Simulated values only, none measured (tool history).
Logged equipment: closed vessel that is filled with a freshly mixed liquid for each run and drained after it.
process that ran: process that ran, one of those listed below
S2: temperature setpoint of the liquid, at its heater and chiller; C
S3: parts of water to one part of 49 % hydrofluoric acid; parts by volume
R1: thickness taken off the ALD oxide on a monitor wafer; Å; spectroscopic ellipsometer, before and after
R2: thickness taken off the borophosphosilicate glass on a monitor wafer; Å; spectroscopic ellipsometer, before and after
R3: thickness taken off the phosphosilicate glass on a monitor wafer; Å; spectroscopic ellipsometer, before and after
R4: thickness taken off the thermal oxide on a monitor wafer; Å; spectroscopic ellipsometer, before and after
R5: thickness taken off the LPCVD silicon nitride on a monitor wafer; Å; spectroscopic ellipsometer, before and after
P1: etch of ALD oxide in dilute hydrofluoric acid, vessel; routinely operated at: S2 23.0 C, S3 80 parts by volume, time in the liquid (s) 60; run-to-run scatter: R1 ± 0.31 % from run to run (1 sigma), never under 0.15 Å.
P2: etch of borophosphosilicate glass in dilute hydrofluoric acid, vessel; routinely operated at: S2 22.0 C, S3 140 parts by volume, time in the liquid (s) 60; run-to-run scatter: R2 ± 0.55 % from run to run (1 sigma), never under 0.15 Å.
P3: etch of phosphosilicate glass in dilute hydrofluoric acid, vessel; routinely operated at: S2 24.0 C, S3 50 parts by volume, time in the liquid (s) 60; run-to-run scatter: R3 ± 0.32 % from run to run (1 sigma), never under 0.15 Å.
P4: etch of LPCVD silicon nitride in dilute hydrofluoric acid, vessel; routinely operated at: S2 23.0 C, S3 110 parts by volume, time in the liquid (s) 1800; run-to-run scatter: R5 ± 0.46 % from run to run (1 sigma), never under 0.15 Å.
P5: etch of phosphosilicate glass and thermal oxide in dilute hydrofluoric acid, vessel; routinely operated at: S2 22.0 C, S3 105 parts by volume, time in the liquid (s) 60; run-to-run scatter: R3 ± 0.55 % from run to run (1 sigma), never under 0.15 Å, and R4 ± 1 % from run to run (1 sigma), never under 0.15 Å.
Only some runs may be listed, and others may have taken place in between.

Run 1, hour 8.1: process that ran P1, S2 23.0 C, S3 80 parts by volume, time in the liquid (s) 60. Result: R1 143.670 Å.
Run 2, hour 20.3: process that ran P1, S2 18.0 C, S3 80 parts by volume, time in the liquid (s) 90. Result: R1 174.070 Å.
Run 3, hour 30.9: process that ran P2, S2 22.0 C, S3 140 parts by volume, time in the liquid (s) 60. Result: R2 148.720 Å.
Run 4, hour 44.1: process that ran P1, S2 23.0 C, S3 80 parts by volume, time in the liquid (s) 60. Result: R1 142.820 Å.
Run 5, hour 52.1: process that ran P5, S2 22.0 C, S3 175 parts by volume, time in the liquid (s) 60. Result: R3 211.32 Å, R4 14.275 Å.
Run 6, hour 63.2: process that ran P4, S2 23.0 C, S3 30 parts by volume, time in the liquid (s) 1800. Result: R5 259.250 Å.
Run 7, hour 78.2: process that ran P5, S2 22.0 C, S3 105 parts by volume, time in the liquid (s) 60. Result: R3 382.22 Å, R4 25.015 Å.
Run 8, hour 86.3: process that ran P1, S2 23.0 C, S3 80 parts by volume, time in the liquid (s) 30. Result: R1 71.015 Å.
Run 9, hour 94.1: process that ran P3, S2 24.0 C, S3 50 parts by volume, time in the liquid (s) 30. Result: R3 367.27 Å.
Run 10, hour 100.7: process that ran P3, S2 24.0 C, S3 50 parts by volume, time in the liquid (s) 60. Result: R3 737.95 Å.
Run 11, hour 112.9: process that ran P1, S2 28.0 C, S3 50 parts by volume, time in the liquid (s) 60. Result: R1 292.770 Å.
Run 12, hour 121.5: process that ran P1, S2 23.0 C, S3 80 parts by volume, time in the liquid (s) 60. Result: R1 143.290 Å.
Run 13, hour 136.5: process that ran P2, S2 22.0 C, S3 230 parts by volume, time in the liquid (s) 60. Result: R2 81.604 Å.
Run 14, hour 145.5: process that ran P2, S2 22.0 C, S3 140 parts by volume, time in the liquid (s) 115. Result: R2 283.780 Å.
Run 15, hour 159.2: process that ran P4, S2 29.0 C, S3 110 parts by volume, time in the liquid (s) 1800. Result: R5 107.700 Å.
Run 16, hour 169.8: process that ran P3, S2 24.0 C, S3 50 parts by volume, time in the liquid (s) 60. Result: R3 734.50 Å.
Run 17, hour 182.3: process that ran P5, S2 17.0 C, S3 105 parts by volume, time in the liquid (s) 60. Result: R3 311.70 Å, R4 20.234 Å.
Run 18, hour 190.8: process that ran P3, S2 24.0 C, S3 20 parts by volume, time in the liquid (s) 60. Result: R3 1925.30 Å.
Run 19, hour 199.8: process that ran P1, S2 23.0 C, S3 80 parts by volume, time in the liquid (s) 115. Result: R1 274.750 Å.
Run 20, hour 211.5: process that ran P4, S2 23.0 C, S3 110 parts by volume, time in the liquid (s) 1800. Result: R5 72.884 Å.
Run 21, hour 225.9: process that ran P3, S2 19.5 C, S3 50 parts by volume, time in the liquid (s) 60. Result: R3 606.99 Å.
Run 22, hour 237.8: process that ran P5, S2 22.0 C, S3 105 parts by volume, time in the liquid (s) 60. Result: R3 382.56 Å, R4 24.772 Å.
Run 23, hour 252.3: process that ran P4, S2 23.0 C, S3 110 parts by volume, time in the liquid (s) 3320. Result: R5 135.620 Å.
Run 24, hour 260.4: process that ran P1, S2 23.0 C, S3 80 parts by volume, time in the liquid (s) 60. Result: R1 142.600 Å.
Run 25, hour 272.6: process that ran P1, S2 17.0 C, S3 80 parts by volume, time in the liquid (s) 60. Result: R1 111.270 Å.
Run 26, hour 279.3: process that ran P1, S2 23.0 C, S3 145 parts by volume, time in the liquid (s) 60. Result: R1 72.917 Å.
Run 27, hour 290.3: process that ran P5, S2 22.0 C, S3 105 parts by volume, time in the liquid (s) 30. Result: R3 191.28 Å, R4 12.764 Å.
Run 28, hour 302.1: process that ran P2, S2 22.0 C, S3 140 parts by volume, time in the liquid (s) 60. Result: R2 146.830 Å.
Run 29, hour 315.7: process that ran P1, S2 23.0 C, S3 20 parts by volume, time in the liquid (s) 60. Result: R1 619.660 Å.
Run 30, hour 326.8: process that ran P2, S2 30.0 C, S3 140 parts by volume, time in the liquid (s) 60. Result: R2 198.530 Å.
Run 31, hour 334.9: process that ran P1, S2 29.0 C, S3 80 parts by volume, time in the liquid (s) 60. Result: R1 181.590 Å.
Run 32, hour 343.2: process that ran P1, S2 23.0 C, S3 80 parts by volume, time in the liquid (s) 60. Result: R1 142.650 Å.
Run 33, hour 357.9: process that ran P1, S2 23.0 C, S3 80 parts by volume, time in the liquid (s) 60. Result: R1 140.190 Å.
Run 34, hour 367.6: process that ran P1, S2 23.0 C, S3 80 parts by volume, time in the liquid (s) 60. Result: R1 138.960 Å.
Run 35, hour 378.6: process that ran P1, S2 23.0 C, S3 80 parts by volume, time in the liquid (s) 60. Result: R1 136.880 Å.
Run 36, hour 390.1: process that ran P1, S2 23.0 C, S3 80 parts by volume, time in the liquid (s) 60. Result: R1 136.410 Å.
Run 37, hour 398.7: process that ran P1, S2 23.0 C, S3 80 parts by volume, time in the liquid (s) 60. Result: R1 135.770 Å.
Run 38, hour 408.2: process that ran P1, S2 23.0 C, S3 80 parts by volume, time in the liquid (s) 60. Result: R1 135.350 Å.
Run 39, hour 415.3: process that ran P1, S2 23.0 C, S3 80 parts by volume, time in the liquid (s) 60. Result: R1 135.720 Å.
Run 40, hour 428.8: process that ran P1, S2 23.0 C, S3 80 parts by volume, time in the liquid (s) 60. Result: R1 135.210 Å.
Run 41, hour 441.5: process that ran P1, S2 23.0 C, S3 80 parts by volume, time in the liquid (s) 60. Result: R1 135.720 Å.
Run 42, hour 454.2: process that ran P1, S2 23.0 C, S3 80 parts by volume, time in the liquid (s) 60. Result: R1 135.540 Å.
Run 43, hour 461.4: process that ran P1, S2 23.0 C, S3 80 parts by volume, time in the liquid (s) 60. Result: R1 134.710 Å.

The log shows P1 creeping away from where it was. Any of the 2 causes listed here, at the size stated for it, fits the log just as well as the others:
A: liquid colder than its thermometer reads (K) = 1.42
B: hydrofluoric acid flow below the setpoint (%) = 5.12
The creep began at about hour 343.2.

Of the 4 check runs listed below, each run on one wafer and each result written as a question mark, which would let you distinguish the listed causes because they would give clearly different results?
Run check 1, hour 468.6: process that ran P2, S2 22.0 C, S3 140 parts by volume, time in the liquid (s) 60. Result: R2 ?.
Run check 2, hour 468.6: process that ran P5, S2 22.0 C, S3 105 parts by volume, time in the liquid (s) 60. Result: R3 ?, R4 ?.
Run check 3, hour 468.6: process that ran P4, S2 23.0 C, S3 110 parts by volume, time in the liquid (s) 1800. Result: R5 ?.
Run check 4, hour 468.6: process that ran P3, S2 24.0 C, S3 50 parts by volume, time in the liquid (s) 60. Result: R3 ?.

Check results expected under each cause:
  check  result     if A     if B
check 1      R2  139.980  139.320
check 2      R3   361.33   360.72
check 2      R4   23.252   23.213
check 3      R5   66.562   69.466
check 4      R3   692.38   694.18
Smallest distance between any two causes, each pair judged by its most separating result, in per cent: check 1 0.47 %; check 2 0.17 %; check 3 4.27 %; check 4 0.26 %
Check 3 tells the causes apart: in the others they would give nearly the same result.

Check 3 was carried out, with these results: R5 66.700 Å. Which of the listed causes is responsible?

It was cause A: liquid colder than its thermometer reads (K).
